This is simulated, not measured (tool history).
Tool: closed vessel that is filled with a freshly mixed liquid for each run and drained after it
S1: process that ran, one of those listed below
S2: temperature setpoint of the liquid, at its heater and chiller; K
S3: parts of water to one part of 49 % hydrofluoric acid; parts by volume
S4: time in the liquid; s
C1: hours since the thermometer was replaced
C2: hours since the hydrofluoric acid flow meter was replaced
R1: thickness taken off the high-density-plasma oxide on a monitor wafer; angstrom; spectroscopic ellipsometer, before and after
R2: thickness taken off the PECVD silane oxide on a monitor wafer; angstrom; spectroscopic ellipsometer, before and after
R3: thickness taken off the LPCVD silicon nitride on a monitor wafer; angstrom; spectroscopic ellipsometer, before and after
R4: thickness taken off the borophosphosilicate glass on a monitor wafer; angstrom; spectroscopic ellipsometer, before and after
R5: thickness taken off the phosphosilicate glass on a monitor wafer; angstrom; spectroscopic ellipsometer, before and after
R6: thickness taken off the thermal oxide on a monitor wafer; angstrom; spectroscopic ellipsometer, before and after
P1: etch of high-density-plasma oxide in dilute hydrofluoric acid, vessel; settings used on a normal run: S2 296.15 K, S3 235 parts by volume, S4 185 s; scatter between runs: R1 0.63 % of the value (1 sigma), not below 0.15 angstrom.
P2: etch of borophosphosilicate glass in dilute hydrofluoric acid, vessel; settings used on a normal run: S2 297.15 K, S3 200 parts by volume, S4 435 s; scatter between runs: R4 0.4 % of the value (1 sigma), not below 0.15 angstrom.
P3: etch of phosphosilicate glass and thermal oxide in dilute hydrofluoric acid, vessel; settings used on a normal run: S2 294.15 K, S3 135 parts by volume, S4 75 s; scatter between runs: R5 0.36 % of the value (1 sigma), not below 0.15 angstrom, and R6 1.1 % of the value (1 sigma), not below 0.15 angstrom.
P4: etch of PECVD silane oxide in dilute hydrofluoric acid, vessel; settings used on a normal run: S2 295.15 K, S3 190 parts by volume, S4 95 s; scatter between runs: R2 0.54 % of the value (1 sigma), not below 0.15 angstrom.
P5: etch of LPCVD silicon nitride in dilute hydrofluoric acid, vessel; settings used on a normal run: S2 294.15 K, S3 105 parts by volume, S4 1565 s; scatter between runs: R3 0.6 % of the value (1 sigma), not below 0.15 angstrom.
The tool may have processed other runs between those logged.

{"run": 1, "hour": 5.6, "S1": "P1", "S2": 296.15, "S3": 235, "S4": 185, "C1": 918.7, "C2": 473.6, "R1": 44.62}
{"run": 2, "hour": 14.2, "S1": "P4", "S2": 295.15, "S3": 325, "S4": 95, "C1": 927.3, "C2": 482.2, "R2": 31.481}
{"run": 3, "hour": 21.3, "S1": "P5", "S2": 301.15, "S3": 105, "S4": 1565, "C1": 934.4, "C2": 489.3, "R3": 83.135}
{"run": 4, "hour": 27.5, "S1": "P1", "S2": 296.15, "S3": 80, "S4": 345, "C1": 940.6, "C2": 495.5, "R1": 292.35}
{"run": 5, "hour": 34.9, "S1": "P2", "S2": 297.15, "S3": 200, "S4": 655, "C1": 948, "C2": 502.9, "R4": 895.4}
{"run": 6, "hour": 40.9, "S1": "P5", "S2": 294.15, "S3": 105, "S4": 3005, "C1": 954, "C2": 508.9, "R3": 100.59}
{"hour": 49.7, "done": "hydrofluoric acid flow meter replaced"}
{"run": 7, "hour": 51.2, "S1": "P1", "S2": 296.15, "S3": 400, "S4": 185, "C1": 964.3, "C2": 1.5, "R1": 22.527}
{"run": 8, "hour": 61.7, "S1": "P1", "S2": 296.15, "S3": 235, "S4": 185, "C1": 974.8, "C2": 12, "R1": 44.344}
{"run": 9, "hour": 67.6, "S1": "P1", "S2": 300.65, "S3": 235, "S4": 185, "C1": 980.7, "C2": 17.9, "R1": 52.629}
{"run": 10, "hour": 78.0, "S1": "P4", "S2": 290.15, "S3": 190, "S4": 95, "C1": 991.1, "C2": 28.3, "R2": 51.655}
{"run": 11, "hour": 89.8, "S1": "P1", "S2": 296.15, "S3": 235, "S4": 60, "C1": 1002.9, "C2": 40.1, "R1": 14.373}
{"run": 12, "hour": 96.0, "S1": "P1", "S2": 296.15, "S3": 235, "S4": 185, "C1": 1009.1, "C2": 46.3, "R1": 44.399}
{"run": 13, "hour": 105.3, "S1": "P1", "S2": 290.15, "S3": 385, "S4": 185, "C1": 1018.4, "C2": 55.6, "R1": 19.335}
{"run": 14, "hour": 112.2, "S1": "P3", "S2": 294.15, "S3": 135, "S4": 150, "C1": 1025.3, "C2": 62.5, "R5": 681.23, "R6": 44.535}
{"run": 15, "hour": 123.4, "S1": "P2", "S2": 297.15, "S3": 200, "S4": 435, "C1": 1036.5, "C2": 73.7, "R4": 593.47}
{"run": 16, "hour": 129.1, "S1": "P4", "S2": 295.15, "S3": 190, "S4": 165, "C1": 1042.2, "C2": 79.4, "R2": 109}
{"run": 17, "hour": 140.3, "S1": "P1", "S2": 296.15, "S3": 235, "S4": 185, "C1": 1053.4, "C2": 90.6, "R1": 45.198}
{"run": 18, "hour": 148.4, "S1": "P1", "S2": 291.65, "S3": 415, "S4": 185, "C1": 1061.5, "C2": 98.7, "R1": 18.485}
{"run": 19, "hour": 156.0, "S1": "P1", "S2": 290.15, "S3": 235, "S4": 185, "C1": 1069.1, "C2": 106.3, "R1": 35.672}
{"run": 20, "hour": 162.4, "S1": "P3", "S2": 294.15, "S3": 245, "S4": 75, "C1": 1075.5, "C2": 112.7, "R5": 169.62, "R6": 10.891}
{"run": 21, "hour": 169.9, "S1": "P5", "S2": 294.15, "S3": 30, "S4": 1565, "C1": 1083, "C2": 120.2, "R3": 179.64}
{"run": 22, "hour": 176.6, "S1": "P1", "S2": 296.15, "S3": 60, "S4": 185, "C1": 1089.7, "C2": 126.9, "R1": 215.53}
{"run": 23, "hour": 183.2, "S1": "P3", "S2": 298.15, "S3": 135, "S4": 75, "C1": 1096.3, "C2": 133.5, "R5": 400.92, "R6": 26.18}
{"run": 24, "hour": 192.6, "S1": "P2", "S2": 297.15, "S3": 320, "S4": 435, "C1": 1105.7, "C2": 142.9, "R4": 326.95}
{"run": 25, "hour": 202.9, "S1": "P3", "S2": 294.15, "S3": 135, "S4": 75, "C1": 1116, "C2": 153.2, "R5": 342.32, "R6": 22.238}
{"run": 26, "hour": 211.5, "S1": "P2", "S2": 290.15, "S3": 200, "S4": 435, "C1": 1124.6, "C2": 161.8, "R4": 454.15}
{"run": 27, "hour": 221.4, "S1": "P1", "S2": 296.15, "S3": 235, "S4": 280, "C1": 1134.5, "C2": 171.7, "R1": 67.701}
{"run": 28, "hour": 227.0, "S1": "P4", "S2": 295.15, "S3": 190, "S4": 95, "C1": 1140.1, "C2": 177.3, "R2": 62.376}
{"run": 29, "hour": 234.2, "S1": "P5", "S2": 294.15, "S3": 105, "S4": 1565, "C1": 1147.3, "C2": 184.5, "R3": 52.904}
{"run": 30, "hour": 243.6, "S1": "P1", "S2": 296.15, "S3": 235, "S4": 185, "C1": 1156.7, "C2": 193.9, "R1": 45.375}
{"run": 31, "hour": 250.3, "S1": "P1", "S2": 296.15, "S3": 235, "S4": 185, "C1": 1163.4, "C2": 200.6, "R1": 44.743}
{"run": 32, "hour": 256.9, "S1": "P1", "S2": 296.15, "S3": 235, "S4": 185, "C1": 1170, "C2": 207.2, "R1": 44.411}
{"run": 33, "hour": 265.6, "S1": "P1", "S2": 296.15, "S3": 235, "S4": 185, "C1": 1178.7, "C2": 215.9, "R1": 46.013}
{"run": 34, "hour": 272.5, "S1": "P1", "S2": 296.15, "S3": 235, "S4": 185, "C1": 1185.6, "C2": 222.8, "R1": 46.232}
{"run": 35, "hour": 283.5, "S1": "P1", "S2": 296.15, "S3": 235, "S4": 185, "C1": 1196.6, "C2": 233.8, "R1": 46.064}
{"run": 36, "hour": 290.0, "S1": "P1", "S2": 296.15, "S3": 235, "S4": 185, "C1": 1203.1, "C2": 240.3, "R1": 47.42}
{"run": 37, "hour": 295.8, "S1": "P1", "S2": 296.15, "S3": 235, "S4": 185, "C1": 1208.9, "C2": 246.1, "R1": 47.193}
{"run": 38, "hour": 302.5, "S1": "P1", "S2": 296.15, "S3": 235, "S4": 185, "C1": 1215.6, "C2": 252.8, "R1": 47.215}
{"run": 39, "hour": 315.0, "S1": "P1", "S2": 296.15, "S3": 235, "S4": 185, "C1": 1228.1, "C2": 265.3, "R1": 48.017}
{"run": 40, "hour": 322.4, "S1": "P1", "S2": 296.15, "S3": 235, "S4": 185, "C1": 1235.5, "C2": 272.7, "R1": 47.416}
{"run": 41, "hour": 331.1, "S1": "P1", "S2": 296.15, "S3": 235, "S4": 185, "C1": 1244.2, "C2": 281.4, "R1": 47.007}

What P1 gives has crept off from where it sat before. The 2 causes that follow fit the log equally well, each at the size noted:
A: liquid hotter than its thermometer reads (K) = 1.66
B: hydrofluoric acid flow above the setpoint (%) = 4.98
The onset of the drift is placed at about hour 256.9.

Consider the 4 single-wafer check runs listed below, results given as question marks: which one distinguishes between the causes by giving clearly different results for each?
{"run": "check 1", "hour": 339.8, "S1": "P5", "S2": 298.65, "S3": 35, "S4": 1565, "R3": "?"}
{"run": "check 2", "hour": 339.8, "S1": "P3", "S2": 294.15, "S3": 190, "S4": 125, "R5": "?", "R6": "?"}
{"run": "check 3", "hour": 339.8, "S1": "P4", "S2": 295.15, "S3": 300, "S4": 95, "R2": "?"}
{"run": "check 4", "hour": 339.8, "S1": "P2", "S2": 297.15, "S3": 280, "S4": 585, "R4": "?"}

What every check run would give for each of its results, assuming each possible cause in turn:
check=check_1 result=R3 if_A=235.06 if_B=220.55
check=check_2 result=R5 if_A=408.9 if_B=406.68
check=check_2 result=R6 if_A=26.35 if_B=26.207
check=check_3 result=R2 if_A=37.703 if_B=37.833
check=check_4 result=R4 if_A=556.9 if_B=559.17
Smallest distance between any two causes, each pair judged by its most separating result, in per cent: check 1 6.37 %; check 2 0.54 %; check 3 0.34 %; check 4 0.41 %
The other checks would show nearly matching results whichever cause is true, so check 1 is the only one that separates the causes.

Check 1 was carried out, with these results: R3 237.77 angstrom. Which of the listed causes is responsible?

It was cause A: liquid hotter than its thermometer reads (K).
